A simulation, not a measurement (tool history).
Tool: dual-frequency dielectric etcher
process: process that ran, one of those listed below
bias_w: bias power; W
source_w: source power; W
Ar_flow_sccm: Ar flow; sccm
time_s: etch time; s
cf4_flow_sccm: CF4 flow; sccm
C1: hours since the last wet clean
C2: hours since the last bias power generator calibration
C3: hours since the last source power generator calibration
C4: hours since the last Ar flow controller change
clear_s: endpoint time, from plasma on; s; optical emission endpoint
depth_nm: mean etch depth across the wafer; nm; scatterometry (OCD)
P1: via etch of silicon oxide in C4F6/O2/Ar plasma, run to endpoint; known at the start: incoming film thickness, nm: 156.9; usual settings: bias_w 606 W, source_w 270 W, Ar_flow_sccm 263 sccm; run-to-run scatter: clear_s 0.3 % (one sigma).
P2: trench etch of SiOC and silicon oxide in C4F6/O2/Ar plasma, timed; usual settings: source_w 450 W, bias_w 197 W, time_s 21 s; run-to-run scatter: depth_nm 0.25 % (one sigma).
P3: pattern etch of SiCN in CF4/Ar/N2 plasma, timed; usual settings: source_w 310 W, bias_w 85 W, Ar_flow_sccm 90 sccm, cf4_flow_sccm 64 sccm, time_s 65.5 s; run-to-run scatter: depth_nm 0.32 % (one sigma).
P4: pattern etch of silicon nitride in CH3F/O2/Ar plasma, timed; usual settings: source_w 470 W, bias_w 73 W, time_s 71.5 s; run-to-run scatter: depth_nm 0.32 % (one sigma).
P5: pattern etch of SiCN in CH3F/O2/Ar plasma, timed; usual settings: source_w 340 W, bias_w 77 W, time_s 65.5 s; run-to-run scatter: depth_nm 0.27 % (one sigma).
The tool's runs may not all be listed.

{"run": 1, "hour": 4.8, "process": "P1", "bias_w": 606, "source_w": 270, "Ar_flow_sccm": 263, "C1": 150.2, "C2": 647.4, "C3": 1383.6, "C4": 1536, "clear_s": 36.994}
{"run": 2, "hour": 8.7, "process": "P5", "bias_w": 77, "source_w": 340, "time_s": 65.5, "C1": 154.1, "C2": 651.3, "C3": 1387.5, "C4": 1539.9, "depth_nm": 23.688}
{"run": 3, "hour": 12.8, "process": "P2", "bias_w": 197, "source_w": 270, "time_s": 21, "C1": 158.2, "C2": 655.4, "C3": 1391.6, "C4": 1544, "depth_nm": 35.715}
{"run": 4, "hour": 18.1, "process": "P2", "bias_w": 197, "source_w": 450, "time_s": 21, "C1": 163.5, "C2": 660.7, "C3": 1396.9, "C4": 1549.3, "depth_nm": 43.522}
{"run": 5, "hour": 25.0, "process": "P1", "bias_w": 808, "source_w": 270, "Ar_flow_sccm": 263, "C1": 170.4, "C2": 667.6, "C3": 1403.8, "C4": 1556.2, "clear_s": 33.119}
{"run": 6, "hour": 29.8, "process": "P2", "bias_w": 197, "source_w": 450, "time_s": 15, "C1": 175.2, "C2": 672.4, "C3": 1408.6, "C4": 1561, "depth_nm": 31.048}
{"run": 7, "hour": 36.3, "process": "P3", "bias_w": 85, "source_w": 310, "Ar_flow_sccm": 90, "time_s": 65.5, "cf4_flow_sccm": 64, "C1": 181.7, "C2": 678.9, "C3": 1415.1, "C4": 1567.5, "depth_nm": 42.855}
{"run": 8, "hour": 40.6, "process": "P4", "bias_w": 56, "source_w": 470, "time_s": 71.5, "C1": 186, "C2": 683.2, "C3": 1419.4, "C4": 1571.8, "depth_nm": 48.422}
{"run": 9, "hour": 47.4, "process": "P4", "bias_w": 73, "source_w": 470, "time_s": 71.5, "C1": 192.8, "C2": 690, "C3": 1426.2, "C4": 1578.6, "depth_nm": 52.825}
{"run": 10, "hour": 51.8, "process": "P1", "bias_w": 606, "source_w": 270, "Ar_flow_sccm": 263, "C1": 197.2, "C2": 694.4, "C3": 1430.6, "C4": 1583, "clear_s": 37.2}
{"run": 11, "hour": 55.7, "process": "P3", "bias_w": 65, "source_w": 310, "Ar_flow_sccm": 90, "time_s": 65.5, "cf4_flow_sccm": 64, "C1": 201.1, "C2": 698.3, "C3": 1434.5, "C4": 1586.9, "depth_nm": 39.065}
{"hour": 59.1, "done": "Ar flow controller replaced"}
{"run": 12, "hour": 61.7, "process": "P3", "bias_w": 85, "source_w": 310, "Ar_flow_sccm": 90, "time_s": 65.5, "cf4_flow_sccm": 44, "C1": 207.1, "C2": 704.3, "C3": 1440.5, "C4": 2.7, "depth_nm": 40.724}
{"run": 13, "hour": 67.9, "process": "P5", "bias_w": 77, "source_w": 230, "time_s": 65.5, "C1": 213.3, "C2": 710.5, "C3": 1446.7, "C4": 8.9, "depth_nm": 20.508}
{"run": 14, "hour": 71.2, "process": "P1", "bias_w": 482, "source_w": 270, "Ar_flow_sccm": 323, "C1": 216.6, "C2": 713.8, "C3": 1450, "C4": 12.2, "clear_s": 41.524}
{"run": 15, "hour": 77.4, "process": "P1", "bias_w": 606, "source_w": 370, "Ar_flow_sccm": 263, "C1": 222.8, "C2": 720, "C3": 1456.2, "C4": 18.4, "clear_s": 33.041}
{"run": 16, "hour": 81.9, "process": "P1", "bias_w": 606, "source_w": 270, "Ar_flow_sccm": 263, "C1": 227.3, "C2": 724.5, "C3": 1460.7, "C4": 22.9, "clear_s": 37.104}
{"run": 17, "hour": 85.8, "process": "P1", "bias_w": 606, "source_w": 270, "Ar_flow_sccm": 209, "C1": 231.2, "C2": 728.4, "C3": 1464.6, "C4": 26.8, "clear_s": 36.292}
{"run": 18, "hour": 89.3, "process": "P1", "bias_w": 606, "source_w": 270, "Ar_flow_sccm": 368, "C1": 234.7, "C2": 731.9, "C3": 1468.1, "C4": 30.3, "clear_s": 38.705}
{"run": 19, "hour": 96.4, "process": "P5", "bias_w": 77, "source_w": 340, "time_s": 45.5, "C1": 241.8, "C2": 739, "C3": 1475.2, "C4": 37.4, "depth_nm": 16.442}
{"run": 20, "hour": 103.1, "process": "P2", "bias_w": 251, "source_w": 450, "time_s": 21, "C1": 248.5, "C2": 745.7, "C3": 1481.9, "C4": 44.1, "depth_nm": 46.844}
{"run": 21, "hour": 109.7, "process": "P3", "bias_w": 85, "source_w": 310, "Ar_flow_sccm": 90, "time_s": 45.5, "cf4_flow_sccm": 64, "C1": 255.1, "C2": 752.3, "C3": 1488.5, "C4": 50.7, "depth_nm": 29.777}
{"run": 22, "hour": 115.0, "process": "P5", "bias_w": 107, "source_w": 340, "time_s": 65.5, "C1": 260.4, "C2": 757.6, "C3": 1493.8, "C4": 56, "depth_nm": 26.723}
{"run": 23, "hour": 121.9, "process": "P2", "bias_w": 197, "source_w": 450, "time_s": 21, "C1": 267.3, "C2": 764.5, "C3": 1500.7, "C4": 62.9, "depth_nm": 43.442}
{"run": 24, "hour": 127.1, "process": "P1", "bias_w": 606, "source_w": 210, "Ar_flow_sccm": 263, "C1": 272.5, "C2": 769.7, "C3": 1505.9, "C4": 68.1, "clear_s": 40.898}
{"run": 25, "hour": 134.3, "process": "P3", "bias_w": 85, "source_w": 210, "Ar_flow_sccm": 90, "time_s": 65.5, "cf4_flow_sccm": 64, "C1": 279.7, "C2": 776.9, "C3": 1513.1, "C4": 75.3, "depth_nm": 30.635}
{"run": 26, "hour": 138.9, "process": "P4", "bias_w": 73, "source_w": 470, "time_s": 39.5, "C1": 284.3, "C2": 781.5, "C3": 1517.7, "C4": 79.9, "depth_nm": 29.256}
{"run": 27, "hour": 144.0, "process": "P5", "bias_w": 77, "source_w": 340, "time_s": 65.5, "C1": 289.4, "C2": 786.6, "C3": 1522.8, "C4": 85, "depth_nm": 23.674}
{"run": 28, "hour": 148.0, "process": "P1", "bias_w": 606, "source_w": 270, "Ar_flow_sccm": 263, "C1": 293.4, "C2": 790.6, "C3": 1526.8, "C4": 89, "clear_s": 37.209}
{"run": 29, "hour": 154.8, "process": "P4", "bias_w": 73, "source_w": 330, "time_s": 71.5, "C1": 300.2, "C2": 797.4, "C3": 1533.6, "C4": 95.8, "depth_nm": 46.201}
{"run": 30, "hour": 160.5, "process": "P3", "bias_w": 85, "source_w": 310, "Ar_flow_sccm": 69, "time_s": 65.5, "cf4_flow_sccm": 64, "C1": 305.9, "C2": 803.1, "C3": 1539.3, "C4": 101.5, "depth_nm": 44.534}
{"run": 31, "hour": 164.4, "process": "P1", "bias_w": 435, "source_w": 270, "Ar_flow_sccm": 263, "C1": 309.8, "C2": 807, "C3": 1543.2, "C4": 105.4, "clear_s": 42.221}
{"run": 32, "hour": 169.6, "process": "P1", "bias_w": 606, "source_w": 270, "Ar_flow_sccm": 263, "C1": 315, "C2": 812.2, "C3": 1548.4, "C4": 110.6, "clear_s": 37.099}
{"run": 33, "hour": 175.9, "process": "P1", "bias_w": 606, "source_w": 270, "Ar_flow_sccm": 263, "C1": 321.3, "C2": 818.5, "C3": 1554.7, "C4": 116.9, "clear_s": 36.985}
{"run": 34, "hour": 181.2, "process": "P1", "bias_w": 606, "source_w": 270, "Ar_flow_sccm": 263, "C1": 326.6, "C2": 823.8, "C3": 1560, "C4": 122.2, "clear_s": 36.895}
{"run": 35, "hour": 186.0, "process": "P1", "bias_w": 606, "source_w": 270, "Ar_flow_sccm": 263, "C1": 331.4, "C2": 828.6, "C3": 1564.8, "C4": 127, "clear_s": 36.794}
{"run": 36, "hour": 192.9, "process": "P1", "bias_w": 606, "source_w": 270, "Ar_flow_sccm": 263, "C1": 338.3, "C2": 835.5, "C3": 1571.7, "C4": 133.9, "clear_s": 36.774}
{"run": 37, "hour": 196.7, "process": "P1", "bias_w": 606, "source_w": 270, "Ar_flow_sccm": 263, "C1": 342.1, "C2": 839.3, "C3": 1575.5, "C4": 137.7, "clear_s": 36.785}
{"hour": 197.4, "done": "wet clean of the chamber"}
{"run": 38, "hour": 199.9, "process": "P1", "bias_w": 606, "source_w": 270, "Ar_flow_sccm": 263, "C1": 2.5, "C2": 842.5, "C3": 1578.7, "C4": 140.9, "clear_s": 36.529}

Run 39 comes next. What will it give?
{"hour": 203.1, "done": "Ar flow controller replaced"}
{"run": 39, "hour": 204.1, "process": "P1", "bias_w": 606, "source_w": 270, "Ar_flow_sccm": 263, "C1": 6.7, "C2": 846.7, "C3": 1582.9, "C4": 1.1, "clear_s": "?"}

{"run 39": {"clear_s": 36.645}}

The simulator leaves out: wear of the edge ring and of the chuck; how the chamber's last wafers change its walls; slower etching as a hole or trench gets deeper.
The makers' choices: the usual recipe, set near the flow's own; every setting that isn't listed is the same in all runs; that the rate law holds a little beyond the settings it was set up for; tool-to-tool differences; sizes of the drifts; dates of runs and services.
